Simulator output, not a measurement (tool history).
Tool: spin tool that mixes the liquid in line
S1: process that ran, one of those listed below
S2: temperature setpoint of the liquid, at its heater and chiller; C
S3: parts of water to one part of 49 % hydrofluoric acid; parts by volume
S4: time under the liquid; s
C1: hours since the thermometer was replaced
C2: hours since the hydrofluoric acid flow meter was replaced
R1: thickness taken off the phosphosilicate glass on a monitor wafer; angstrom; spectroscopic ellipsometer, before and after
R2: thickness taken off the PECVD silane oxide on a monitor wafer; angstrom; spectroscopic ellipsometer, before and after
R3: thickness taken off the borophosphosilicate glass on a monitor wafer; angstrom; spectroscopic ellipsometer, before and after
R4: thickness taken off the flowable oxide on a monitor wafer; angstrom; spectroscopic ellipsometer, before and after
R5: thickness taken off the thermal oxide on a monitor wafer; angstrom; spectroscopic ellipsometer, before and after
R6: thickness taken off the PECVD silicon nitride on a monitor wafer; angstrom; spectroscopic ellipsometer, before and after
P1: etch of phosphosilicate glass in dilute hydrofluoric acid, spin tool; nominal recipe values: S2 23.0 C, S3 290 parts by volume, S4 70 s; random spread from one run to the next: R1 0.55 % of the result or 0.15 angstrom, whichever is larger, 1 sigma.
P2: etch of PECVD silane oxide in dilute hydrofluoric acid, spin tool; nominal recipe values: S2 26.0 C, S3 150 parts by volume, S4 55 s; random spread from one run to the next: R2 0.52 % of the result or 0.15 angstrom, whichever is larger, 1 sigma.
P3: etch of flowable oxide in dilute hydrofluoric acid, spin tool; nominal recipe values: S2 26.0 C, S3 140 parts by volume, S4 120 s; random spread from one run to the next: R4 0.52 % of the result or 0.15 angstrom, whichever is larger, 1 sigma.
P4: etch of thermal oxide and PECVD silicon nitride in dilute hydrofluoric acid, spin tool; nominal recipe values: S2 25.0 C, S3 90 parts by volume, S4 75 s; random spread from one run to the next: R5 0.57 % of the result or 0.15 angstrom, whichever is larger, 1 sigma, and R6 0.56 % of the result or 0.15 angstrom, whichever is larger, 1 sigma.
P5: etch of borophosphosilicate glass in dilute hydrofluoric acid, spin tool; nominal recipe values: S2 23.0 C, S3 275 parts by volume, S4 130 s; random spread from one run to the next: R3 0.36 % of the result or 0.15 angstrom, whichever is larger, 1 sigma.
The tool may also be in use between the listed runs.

run	hour	S1	S2	S3	S4	C1	C2	R1	R2	R3	R4	R5	R6
1	5.3	P1	23.0	290	70	1019.3	138.2	188.770					
2	15.5	P1	23.0	290	115	1029.5	148.4	310.380					
3	22.0	P1	23.0	290	70	1036.0	154.9	188.940					
4	31.6	P1	23.0	290	70	1045.6	164.5	188.380					
5	38.4	P2	26.0	150	30	1052.4	171.3		65.749				
6	45.0	P2	26.0	150	55	1059.0	177.9		120.680				
7	51.5	P2	26.0	75	55	1065.5	184.4		265.280				
8	56.4	P5	17.0	275	130	1070.4	189.3			152.90			
9	62.4	P5	23.0	420	130	1076.4	195.3			108.09			
10	69.1	P1	18.5	290	120	1083.1	202.0	273.920					
11	74.3	P1	23.0	290	70	1088.3	207.2	188.860					
12	80.8	P5	23.0	275	70	1094.8	213.7			102.42			
13	89.1	P3	20.5	140	120	1103.1	222.0				209.11		
14	94.1	P1	23.0	440	125	1108.1	227.0	194.330					
15	104.3	P3	26.0	140	200	1118.3	237.2				431.96		
16	114.2	P1	23.0	520	70	1128.2	247.1	86.011					
17	119.3	P1	23.0	290	25	1133.3	252.2	67.478					
18	129.4	P3	26.0	220	120	1143.4	262.3				150.92		
19	135.0	P1	30.5	290	105	1149.0	267.9	363.340					
20	144.3	P4	25.0	90	145	1158.3	277.2					83.836	71.788
21	152.5	P4	25.0	90	75	1166.5	285.4					43.545	37.248
22	160.2	P1	23.0	140	70	1174.2	293.1	455.770					
23	166.6	P4	25.0	145	75	1180.6	299.5					25.110	23.535
24	175.7	P2	26.0	150	55	1189.7	308.6		121.840				
25	183.1	P1	27.5	290	70	1197.1	316.0	219.810					
26	193.4	P4	18.0	90	75	1207.4	326.3					32.263	23.282
27	202.6	P1	17.0	290	70	1216.6	335.5	152.870					
28	207.7	P1	23.0	290	70	1221.7	340.6	188.720					
29	213.5	P3	26.0	140	120	1227.5	346.4				260.70		
30	223.0	P2	32.0	150	55	1237.0	355.9		150.740				
31	228.5	P1	23.0	290	70	1242.5	361.4	190.100					
32	234.1	P5	23.0	275	130	1248.1	367.0			188.27			
33	244.5	P1	23.0	290	70	1258.5	377.4	187.440					
34	250.1	P1	23.0	290	70	1264.1	383.0	185.150					
35	257.3	P1	23.0	290	70	1271.3	390.2	178.500					
36	267.5	P1	23.0	290	70	1281.5	400.4	176.520					
37	273.0	P1	23.0	290	70	1287.0	405.9	174.680					
38	280.6	P1	23.0	290	70	1294.6	413.5	174.990					
39	291.5	P1	23.0	290	70	1305.5	424.4	174.350					
40	298.8	P1	23.0	290	70	1312.8	431.7	175.260					

Something has made what P1 gives creep away from where it was; the 2 causes below, each at its own stated size, fit the log equally well:
A: hydrofluoric acid flow below the setpoint (%) = 6.06
B: liquid colder than its thermometer reads (K) = 2.25
The onset of the drift is placed at about hour 244.5.

Which of the 4 check runs listed below separates the causes, so that each cause would produce a clearly different result? Each run uses one wafer, and its results are marked with question marks.
check 1	306.1	P4	25.0	90	75							?	?
check 2	306.1	P3	26.0	140	120						?		
check 3	306.1	P5	23.0	275	130					?			
check 4	306.1	P2	26.0	150	55				?				

What each check would give under each cause:
check	result	if A	if B
check 1	R5	40.255	39.460
check 1	R6	34.832	31.923
check 2	R4	240.79	237.81
check 3	R3	175.59	175.28
check 4	R2	112.230	110.980
Gap, in per cent, between the two causes that each check separates least, read from the result that separates them most: check 1 8.72 %; check 2 1.25 %; check 3 0.17 %; check 4 1.12 %
Only check 1 tells the causes apart: in the others they would give nearly the same result.

Then check 1 was run and gave: R5 39.152 angstrom; R6 31.819 angstrom. Which cause is it?

It is B: liquid colder than its thermometer reads (K).
